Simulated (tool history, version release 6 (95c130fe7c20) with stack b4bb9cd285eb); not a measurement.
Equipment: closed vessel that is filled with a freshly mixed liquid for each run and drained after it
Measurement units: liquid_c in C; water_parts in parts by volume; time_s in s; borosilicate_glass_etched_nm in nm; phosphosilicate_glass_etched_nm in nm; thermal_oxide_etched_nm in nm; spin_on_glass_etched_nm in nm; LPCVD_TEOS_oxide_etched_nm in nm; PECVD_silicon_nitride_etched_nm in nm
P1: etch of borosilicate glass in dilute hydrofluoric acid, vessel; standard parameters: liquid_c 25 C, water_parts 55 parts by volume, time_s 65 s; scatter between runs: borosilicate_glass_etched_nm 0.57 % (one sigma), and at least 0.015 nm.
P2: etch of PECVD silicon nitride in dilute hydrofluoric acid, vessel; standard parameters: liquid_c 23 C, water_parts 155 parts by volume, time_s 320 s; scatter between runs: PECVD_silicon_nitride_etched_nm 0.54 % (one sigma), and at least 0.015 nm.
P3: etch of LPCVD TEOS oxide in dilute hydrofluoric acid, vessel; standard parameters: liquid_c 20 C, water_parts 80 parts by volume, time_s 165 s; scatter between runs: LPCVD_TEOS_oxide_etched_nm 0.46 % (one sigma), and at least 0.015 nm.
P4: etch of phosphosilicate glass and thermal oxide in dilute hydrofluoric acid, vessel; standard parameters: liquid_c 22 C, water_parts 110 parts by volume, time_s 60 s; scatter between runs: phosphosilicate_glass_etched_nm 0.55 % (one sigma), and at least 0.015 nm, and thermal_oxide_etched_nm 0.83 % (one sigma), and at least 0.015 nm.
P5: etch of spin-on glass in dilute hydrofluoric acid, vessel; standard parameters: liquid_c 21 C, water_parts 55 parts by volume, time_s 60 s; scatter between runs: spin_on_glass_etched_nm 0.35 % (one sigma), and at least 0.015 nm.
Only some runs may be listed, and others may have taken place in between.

| run | hour | process | liquid_c | water_parts | time_s | hours since the thermometer was replaced | hours since the hydrofluoric acid flow meter was replaced | borosilicate_glass_etched_nm | phosphosilicate_glass_etched_nm | thermal_oxide_etched_nm | spin_on_glass_etched_nm | LPCVD_TEOS_oxide_etched_nm | PECVD_silicon_nitride_etched_nm |
|---|---|---|---|---|---|---|---|---|---|---|---|---|---|
| 1 | 9.9 | P1 | 25 | 55 | 65 | 1828.6 | 229.4 | 40.905 |  |  |  |  |  |
| 2 | 17.6 | P4 | 22 | 110 | 30 | 1836.3 | 237.1 |  | 36.168 | 1.2582 |  |  |  |
| 3 | 25.3 | P5 | 21 | 55 | 30 | 1844 | 244.8 |  |  |  | 22.181 |  |  |
| 4 | 30.5 | P4 | 22 | 110 | 60 | 1849.2 | 250 |  | 72.479 | 2.5044 |  |  |  |
| 5 | 36.6 | P3 | 17 | 80 | 165 | 1855.3 | 256.1 |  |  |  |  | 27.512 |  |
| 6 | 41.8 | P1 | 18.5 | 55 | 65 | 1860.5 | 261.3 | 31.565 |  |  |  |  |  |
| 7 | 48.1 | P1 | 25 | 55 | 65 | 1866.8 | 267.6 | 41.069 |  |  |  |  |  |
| 8 | 53.2 | P1 | 25 | 55 | 115 | 1871.9 | 272.7 | 72.699 |  |  |  |  |  |
| 9 | 61.8 | P1 | 25 | 55 | 65 | 1880.5 | 281.3 | 41.171 |  |  |  |  |  |
| 10 | 71.5 | P1 | 25 | 55 | 65 | 1890.2 | 291 | 40.799 |  |  |  |  |  |
| 11 | 81.3 | P1 | 30.5 | 55 | 30 | 1900 | 300.8 | 23.518 |  |  |  |  |  |
| 12 | 91.9 | P1 | 25 | 55 | 30 | 1910.6 | 311.4 | 19.009 |  |  |  |  |  |
| 13 | 98.6 | P1 | 31.5 | 55 | 30 | 1917.3 | 318.1 | 24.387 |  |  |  |  |  |
| 14 | 104.7 | P3 | 20 | 120 | 165 | 1923.4 | 324.2 |  |  |  |  | 19.947 |  |
| 15 | 111 | P5 | 21 | 55 | 60 | 1929.7 | 330.5 |  |  |  | 44.525 |  |  |
| 16 | 116.6 | P3 | 20 | 80 | 165 | 1935.3 | 336.1 |  |  |  |  | 31.52 |  |
| 17 | 122.5 | P5 | 21 | 95 | 60 | 1941.2 | 342 |  |  |  | 24.385 |  |  |
| 18 | 128.6 | P3 | 20 | 80 | 320 | 1947.3 | 348.1 |  |  |  |  | 60.874 |  |
| 19 | 133.7 | P5 | 21 | 55 | 60 | 1952.4 | 353.2 |  |  |  | 44.211 |  |  |
| 20 | 142.5 | P2 | 23 | 290 | 320 | 1961.2 | 362 |  |  |  |  |  | 3.4017 |
| 21 | 153.2 | P1 | 25 | 25 | 65 | 1971.9 | 372.7 | 93.216 |  |  |  |  |  |
| 22 | 159.2 | P1 | 25 | 55 | 65 | 1977.9 | 378.7 | 41.01 |  |  |  |  |  |
| 23 | 169.8 | P1 | 29.5 | 55 | 65 | 1988.5 | 389.3 | 49.078 |  |  |  |  |  |
| 24 | 177.7 | P1 | 25 | 85 | 65 | 1996.4 | 397.2 | 25.611 |  |  |  |  |  |
| 25 | 182.5 | P1 | 25 | 55 | 65 | 2001.2 | 402 | 41.116 |  |  |  |  |  |
| 26 | 190.9 | P2 | 27.5 | 155 | 320 | 2009.6 | 410.4 |  |  |  |  |  | 8.5567 |
| 27 | 201 | P4 | 22 | 195 | 60 | 2019.7 | 420.5 |  | 37.059 | 1.3076 |  |  |  |
| 28 | 210.2 | P4 | 26.5 | 110 | 60 | 2028.9 | 429.7 |  | 86.43 | 3.0113 |  |  |  |
| 29 | 219.5 | P2 | 23 | 155 | 30 | 2038.2 | 439 |  |  |  |  |  | 0.60964 |
| 30 | 224.3 | P2 | 23 | 155 | 320 | 2043 | 443.8 |  |  |  |  |  | 6.3119 |
| 31 | 230.9 | P5 | 25.5 | 55 | 60 | 2049.6 | 450.4 |  |  |  | 53.329 |  |  |
| 32 | 237.8 | P4 | 22 | 110 | 60 | 2056.5 | 457.3 |  | 71.598 | 2.5156 |  |  |  |
| 33 | 246.8 | P1 | 25 | 55 | 65 | 2065.5 | 466.3 | 41.394 |  |  |  |  |  |
| 34 | 256.8 | P1 | 25 | 55 | 65 | 2075.5 | 476.3 | 42.667 |  |  |  |  |  |
| 35 | 262.3 | P1 | 25 | 55 | 65 | 2081 | 481.8 | 43.318 |  |  |  |  |  |
| 36 | 271.9 | P1 | 25 | 55 | 65 | 2090.6 | 491.4 | 43.813 |  |  |  |  |  |
| 37 | 277.1 | P1 | 25 | 55 | 65 | 2095.8 | 496.6 | 43.994 |  |  |  |  |  |
| 38 | 287.8 | P1 | 25 | 55 | 65 | 2106.5 | 507.3 | 44.085 |  |  |  |  |  |
| 39 | 296.6 | P1 | 25 | 55 | 65 | 2115.3 | 516.1 | 43.944 |  |  |  |  |  |
| 40 | 304.3 | P1 | 25 | 55 | 65 | 2123 | 523.8 | 44.531 |  |  |  |  |  |
| 41 | 309.1 | P1 | 25 | 55 | 65 | 2127.8 | 528.6 | 44.671 |  |  |  |  |  |
| 42 | 316.1 | P1 | 25 | 55 | 65 | 2134.8 | 535.6 | 44.88 |  |  |  |  |  |

Something has made what P1 gives creep away from where it was; the 2 causes below, each at its own stated size, fit the log equally well:
A: liquid hotter than its thermometer reads (K) = 2.17
B: hydrofluoric acid flow above the setpoint (%) = 8.47
The creep began at about hour 246.8.

Question marks stand in for the results of the 4 check runs listed below, each run on one wafer. Under which run would the listed causes show clearly different results?
| check 1 | 323.1 | P4 | 22 | 110 | 60 |  |  |  | ? | ? |  |  |  |
| check 2 | 323.1 | P5 | 21 | 55 | 60 |  |  |  |  |  | ? |  |  |
| check 3 | 323.1 | P3 | 20 | 80 | 165 |  |  |  |  |  |  | ? |  |
| check 4 | 323.1 | P2 | 23 | 155 | 320 |  |  |  |  |  |  |  | ? |

Predicted outcomes, by check and by cause:
| check | result | if A | if B |
|---|---|---|---|
| check 1 | phosphosilicate_glass_etched_nm | 78.587 | 78.997 |
| check 1 | thermal_oxide_etched_nm | 2.7469 | 2.7612 |
| check 2 | spin_on_glass_etched_nm | 48.643 | 48.456 |
| check 3 | LPCVD_TEOS_oxide_etched_nm | 34.237 | 34.206 |
| check 4 | PECVD_silicon_nitride_etched_nm | 7.3411 | 6.917 |
Distance between the nearest two causes, measured in the result of the check that separates them most: check 1 0.52 %; check 2 0.39 %; check 3 0.09 %; check 4 5.95 %
Only in check 4 would the causes give clearly different results; in the remaining checks their results would be nearly the same.

Then check 4 was run and gave: PECVD_silicon_nitride_etched_nm 6.8721 nm. Which cause is it?

It was cause B: hydrofluoric acid flow above the setpoint (%).
